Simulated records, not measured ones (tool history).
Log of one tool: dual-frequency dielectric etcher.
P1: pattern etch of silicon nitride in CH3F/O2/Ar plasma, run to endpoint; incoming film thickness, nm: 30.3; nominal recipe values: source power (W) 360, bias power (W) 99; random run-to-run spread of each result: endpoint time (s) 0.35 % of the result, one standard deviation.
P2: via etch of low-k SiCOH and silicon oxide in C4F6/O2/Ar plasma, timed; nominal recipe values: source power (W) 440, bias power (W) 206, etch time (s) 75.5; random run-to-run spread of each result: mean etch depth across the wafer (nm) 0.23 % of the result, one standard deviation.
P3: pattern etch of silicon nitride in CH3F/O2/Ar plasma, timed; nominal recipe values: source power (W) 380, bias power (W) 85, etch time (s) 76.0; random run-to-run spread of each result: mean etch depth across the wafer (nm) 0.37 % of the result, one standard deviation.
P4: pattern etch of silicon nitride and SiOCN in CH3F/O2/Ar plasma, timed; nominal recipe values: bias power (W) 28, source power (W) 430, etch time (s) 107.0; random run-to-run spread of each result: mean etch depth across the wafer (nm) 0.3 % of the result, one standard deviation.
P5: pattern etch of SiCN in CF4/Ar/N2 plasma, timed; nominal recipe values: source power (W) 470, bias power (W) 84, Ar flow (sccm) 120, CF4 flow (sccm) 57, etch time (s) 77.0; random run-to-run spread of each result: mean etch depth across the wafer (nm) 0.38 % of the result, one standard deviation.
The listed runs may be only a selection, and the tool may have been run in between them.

run   hour  process that ran  source power (W)  bias power (W)  Ar flow (sccm)  CF4 flow (sccm)  etch time (s)  hours since the last wet clean  hours since the last source power generator calibration  hours since the last bias power generator calibration  endpoint time (s)  mean etch depth across the wafer (nm)
  1   13.6                P1               360              99                                                                           222.9                                                   1130.7                                                 1963.5             40.659
  2   23.4                P5               470              84             120               57           77.0                           232.7                                                   1140.5                                                 1973.3                                                    67.269
  3   33.3                P2               440             206                                            75.5                           242.6                                                   1150.4                                                 1983.2                                                   224.090
  4   48.8                P2               440             206                                            75.5                           258.1                                                   1165.9                                                 1998.7                                                   223.400
  5   57.1                P4               430              28                                            77.0                           266.4                                                   1174.2                                                 2007.0                                                    11.472
  6   67.4                P1               360              99                                                                           276.7                                                   1184.5                                                 2017.3             40.605
  7   79.3                P1               360              99                                                                           288.6                                                   1196.4                                                 2029.2             40.494
  8   91.8                P4               430              17                                           107.0                           301.1                                                   1208.9                                                 2041.7                                                    12.816
  9  105.6                P1               250              66                                                                           314.9                                                   1222.7                                                 2055.5             53.721
 10  116.1                P2               440             206                                            93.0                           325.4                                                   1233.2                                                 2066.0                                                   275.720
 11  129.3                P1               440              99                                                                           338.6                                                   1246.4                                                 2079.2             37.991
 12  141.4                P1               360              99                                                                           350.7                                                   1258.5                                                 2091.3             40.843
     153.3  -- source power generator calibrated
 13  155.5                P3               380              85                                            76.0                           364.8                                                      2.3                                                 2105.4                                                    55.756
 14  165.5                P1               360              99                                                                           374.8                                                     12.3                                                 2115.4             40.756
 15  179.1                P5               470              84             120               57           77.0                           388.4                                                     25.9                                                 2129.0                                                    67.217
 16  191.3                P1               250              99                                                                           400.6                                                     38.1                                                 2141.2             46.342
 17  203.8                P4               610              28                                           107.0                           413.1                                                     50.6                                                 2153.7                                                    18.001
 18  219.5                P1               360              99                                                                           428.8                                                     66.3                                                 2169.4             40.566
 19  234.3                P5               470              84              90               57           77.0                           443.6                                                     81.1                                                 2184.2                                                    70.462
 20  241.5                P4               430              28                                           107.0                           450.8                                                     88.3                                                 2191.4                                                    15.990
 21  256.5                P3               380              85                                            76.0                           465.8                                                    103.3                                                 2206.4                                                    55.722
 22  272.1                P1               360              77                                                                           481.4                                                    118.9                                                 2222.0             44.424
 23  288.1                P2               570             206                                            75.5                           497.4                                                    134.9                                                 2238.0                                                   247.800
     295.5  -- bias power generator calibrated
 24  296.8                P3               380              85                                            95.5                           506.1                                                    143.6                                                    1.3                                                    70.369
 25  306.1                P2               440             282                                            75.5                           515.4                                                    152.9                                                   10.6                                                   248.640
 26  317.6                P5               270              84             120               57           77.0                           526.9                                                    164.4                                                   22.1                                                    41.684
 27  324.8                P5               470              84             120               76           77.0                           534.1                                                    171.6                                                   29.3                                                    70.682
 28  337.5                P5               470              84             120               57           42.5                           546.8                                                    184.3                                                   42.0                                                    37.253

For run 29, what comes out?
 29  350.2                P3               520              85                                            76.0                           559.5                                                    197.0                                                   54.7                                                         ?

mean etch depth across the wafer (nm): 62.757

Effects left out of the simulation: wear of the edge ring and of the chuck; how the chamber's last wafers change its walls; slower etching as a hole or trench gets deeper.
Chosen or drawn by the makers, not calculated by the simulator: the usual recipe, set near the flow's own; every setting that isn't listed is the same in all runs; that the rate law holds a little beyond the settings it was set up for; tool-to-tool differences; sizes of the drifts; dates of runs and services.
